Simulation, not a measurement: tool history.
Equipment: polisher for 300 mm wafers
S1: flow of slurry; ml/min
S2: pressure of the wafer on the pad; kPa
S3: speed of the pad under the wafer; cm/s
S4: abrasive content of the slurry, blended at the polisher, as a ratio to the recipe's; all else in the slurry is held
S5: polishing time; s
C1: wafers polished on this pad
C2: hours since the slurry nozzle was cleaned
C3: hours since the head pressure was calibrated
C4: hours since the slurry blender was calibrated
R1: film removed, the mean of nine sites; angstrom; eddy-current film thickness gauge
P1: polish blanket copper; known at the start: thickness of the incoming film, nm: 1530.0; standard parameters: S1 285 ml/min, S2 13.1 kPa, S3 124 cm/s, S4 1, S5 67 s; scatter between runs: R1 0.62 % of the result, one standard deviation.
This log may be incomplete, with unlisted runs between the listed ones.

{"run": 1, "hour": 5.9, "S1": 285, "S2": 13.1, "S3": 124, "S4": 1, "S5": 67, "C1": 435, "C2": 262.1, "C3": 330.8, "C4": 376.8, "R1": 1836.8}
{"run": 2, "hour": 10.1, "S1": 285, "S2": 13.1, "S3": 68, "S4": 1.3, "S5": 67, "C1": 464, "C2": 266.3, "C3": 335, "C4": 381, "R1": 1063}
{"run": 3, "hour": 14.6, "S1": 285, "S2": 13.1, "S3": 124, "S4": 1, "S5": 96, "C1": 495, "C2": 270.8, "C3": 339.5, "C4": 385.5, "R1": 2637.8}
{"run": 4, "hour": 20.9, "S1": 285, "S2": 13.1, "S3": 124, "S4": 1, "S5": 67, "C1": 539, "C2": 277.1, "C3": 345.8, "C4": 391.8, "R1": 1852}
{"run": 5, "hour": 27.1, "S1": 285, "S2": 13.1, "S3": 124, "S4": 1, "S5": 67, "C1": 581, "C2": 283.3, "C3": 352, "C4": 398, "R1": 1848.8}
{"run": 6, "hour": 30.7, "S1": 285, "S2": 13.1, "S3": 168, "S4": 1, "S5": 67, "C1": 606, "C2": 286.9, "C3": 355.6, "C4": 401.6, "R1": 2482.1}
{"run": 7, "hour": 36.5, "S1": 380, "S2": 13.1, "S3": 124, "S4": 1, "S5": 67, "C1": 646, "C2": 292.7, "C3": 361.4, "C4": 407.4, "R1": 1891.8}
{"run": 8, "hour": 39.6, "S1": 285, "S2": 13.1, "S3": 124, "S4": 1, "S5": 67, "C1": 668, "C2": 295.8, "C3": 364.5, "C4": 410.5, "R1": 1840.6}
{"run": 9, "hour": 45.0, "S1": 170, "S2": 13.1, "S3": 124, "S4": 1, "S5": 67, "C1": 705, "C2": 301.2, "C3": 369.9, "C4": 415.9, "R1": 1751.5}
{"run": 10, "hour": 49.1, "S1": 285, "S2": 6.2, "S3": 124, "S4": 1, "S5": 67, "C1": 733, "C2": 305.3, "C3": 374, "C4": 420, "R1": 882.29}
{"run": 11, "hour": 53.4, "S1": 285, "S2": 19.3, "S3": 124, "S4": 1, "S5": 67, "C1": 763, "C2": 309.6, "C3": 378.3, "C4": 424.3, "R1": 2730.7}
{"run": 12, "hour": 57.3, "S1": 285, "S2": 13.1, "S3": 124, "S4": 1, "S5": 67, "C1": 790, "C2": 313.5, "C3": 382.2, "C4": 428.2, "R1": 1842.2}
{"run": 13, "hour": 61.2, "S1": 285, "S2": 13.1, "S3": 124, "S4": 0.5, "S5": 67, "C1": 817, "C2": 317.4, "C3": 386.1, "C4": 432.1, "R1": 1600.5}
{"run": 14, "hour": 66.9, "S1": 285, "S2": 13.1, "S3": 60, "S4": 1, "S5": 67, "C1": 856, "C2": 323.1, "C3": 391.8, "C4": 437.8, "R1": 892.63}
{"run": 15, "hour": 71.5, "S1": 285, "S2": 13.1, "S3": 124, "S4": 1, "S5": 33, "C1": 888, "C2": 327.7, "C3": 396.4, "C4": 442.4, "R1": 914.68}
{"run": 16, "hour": 78.1, "S1": 285, "S2": 13.1, "S3": 124, "S4": 1.3, "S5": 67, "C1": 933, "C2": 334.3, "C3": 403, "C4": 449, "R1": 1958.4}
{"run": 17, "hour": 82.3, "S1": 285, "S2": 13.1, "S3": 124, "S4": 1, "S5": 67, "C1": 962, "C2": 338.5, "C3": 407.2, "C4": 453.2, "R1": 1863.1}
{"run": 18, "hour": 86.3, "S1": 285, "S2": 13.1, "S3": 124, "S4": 1, "S5": 67, "C1": 990, "C2": 342.5, "C3": 411.2, "C4": 457.2, "R1": 1830.6}
{"run": 19, "hour": 90.1, "S1": 285, "S2": 13.1, "S3": 124, "S4": 1, "S5": 67, "C1": 1016, "C2": 346.3, "C3": 415, "C4": 461, "R1": 1829.6}
{"run": 20, "hour": 96.0, "S1": 285, "S2": 13.1, "S3": 124, "S4": 1, "S5": 67, "C1": 1057, "C2": 352.2, "C3": 420.9, "C4": 466.9, "R1": 1780.3}
{"run": 21, "hour": 103.0, "S1": 285, "S2": 13.1, "S3": 124, "S4": 1, "S5": 67, "C1": 1105, "C2": 359.2, "C3": 427.9, "C4": 473.9, "R1": 1755}
{"run": 22, "hour": 107.7, "S1": 285, "S2": 13.1, "S3": 124, "S4": 1, "S5": 67, "C1": 1137, "C2": 363.9, "C3": 432.6, "C4": 478.6, "R1": 1741.7}
{"hour": 108.4, "done": "worn pad replaced by a new one"}
{"run": 23, "hour": 111.4, "S1": 285, "S2": 13.1, "S3": 124, "S4": 1, "S5": 67, "C1": 21, "C2": 367.6, "C3": 436.3, "C4": 482.3, "R1": 1736.7}

For run 24, what comes out?
{"hour": 113.7, "done": "slurry blender recalibrated"}
{"run": 24, "hour": 118.5, "S1": 285, "S2": 13.1, "S3": 124, "S4": 1, "S5": 67, "C1": 70, "C2": 374.7, "C3": 443.4, "C4": 4.9, "R1": "?"}

Run 24 measured R1 1747.6 angstrom.

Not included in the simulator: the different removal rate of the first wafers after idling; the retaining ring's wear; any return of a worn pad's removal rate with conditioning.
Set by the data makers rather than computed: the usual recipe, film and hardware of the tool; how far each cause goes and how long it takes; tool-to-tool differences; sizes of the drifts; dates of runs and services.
